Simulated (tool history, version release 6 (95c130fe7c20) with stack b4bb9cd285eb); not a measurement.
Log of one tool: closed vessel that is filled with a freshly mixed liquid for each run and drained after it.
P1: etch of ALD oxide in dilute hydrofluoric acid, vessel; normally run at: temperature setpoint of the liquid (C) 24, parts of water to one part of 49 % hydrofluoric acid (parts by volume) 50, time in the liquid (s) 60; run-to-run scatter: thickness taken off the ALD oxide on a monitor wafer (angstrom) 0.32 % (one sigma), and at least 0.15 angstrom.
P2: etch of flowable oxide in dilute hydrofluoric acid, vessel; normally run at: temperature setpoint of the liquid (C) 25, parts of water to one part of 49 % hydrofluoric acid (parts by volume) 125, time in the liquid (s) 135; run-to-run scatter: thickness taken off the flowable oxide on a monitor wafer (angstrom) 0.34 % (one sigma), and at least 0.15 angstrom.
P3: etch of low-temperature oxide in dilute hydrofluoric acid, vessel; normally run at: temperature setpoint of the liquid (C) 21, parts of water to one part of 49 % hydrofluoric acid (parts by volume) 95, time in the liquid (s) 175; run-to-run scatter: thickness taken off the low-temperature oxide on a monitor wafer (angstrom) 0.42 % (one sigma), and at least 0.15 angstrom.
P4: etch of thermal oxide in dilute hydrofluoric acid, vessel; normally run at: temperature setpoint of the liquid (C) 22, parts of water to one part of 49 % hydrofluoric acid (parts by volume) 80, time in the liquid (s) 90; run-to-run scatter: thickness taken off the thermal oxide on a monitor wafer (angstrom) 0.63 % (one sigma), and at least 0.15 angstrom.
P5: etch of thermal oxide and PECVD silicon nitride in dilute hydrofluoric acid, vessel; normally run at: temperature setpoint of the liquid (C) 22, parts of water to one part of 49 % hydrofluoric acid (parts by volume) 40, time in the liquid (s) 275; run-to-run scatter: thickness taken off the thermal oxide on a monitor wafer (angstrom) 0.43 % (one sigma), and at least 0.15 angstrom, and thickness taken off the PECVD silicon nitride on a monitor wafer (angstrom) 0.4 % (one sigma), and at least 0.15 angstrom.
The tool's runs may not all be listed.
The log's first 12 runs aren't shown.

run,hour,process that ran,temperature setpoint of the liquid (C),parts of water to one part of 49 % hydrofluoric acid (parts by volume),time in the liquid (s),thickness taken off the ALD oxide on a monitor wafer (angstrom),thickness taken off the low-temperature oxide on a monitor wafer (angstrom),thickness taken off the flowable oxide on a monitor wafer (angstrom),thickness taken off the thermal oxide on a monitor wafer (angstrom),thickness taken off the PECVD silicon nitride on a monitor wafer (angstrom)
13,187.5,P1,24,50,30,96.463,,,,
14,201.8,P1,24,50,60,193.46,,,,
15,214.3,P2,33,125,135,,,503.29,,
16,226.1,P5,22,40,55,,,,67.41,26.882
17,242.1,P4,22,25,90,,,,162.19,
18,251.9,P3,21,30,175,,2012.6,,,
19,267,P4,22,80,90,,,,47.592,
20,275.2,P3,26.5,95,175,,731.06,,,
21,289.4,P2,25,125,135,,,372.52,,
22,299.6,P4,22,80,150,,,,78.385,
23,312.1,P1,24,50,90,290.16,,,,
24,325.6,P1,28.5,50,60,233.16,,,,
25,341.7,P2,25,35,135,,,1510.2,,

Run 26 comes next. What will it give?
26,351.5,P4,30,80,90,,,,?,

thickness taken off the thermal oxide on a monitor wafer (angstrom): 66.26
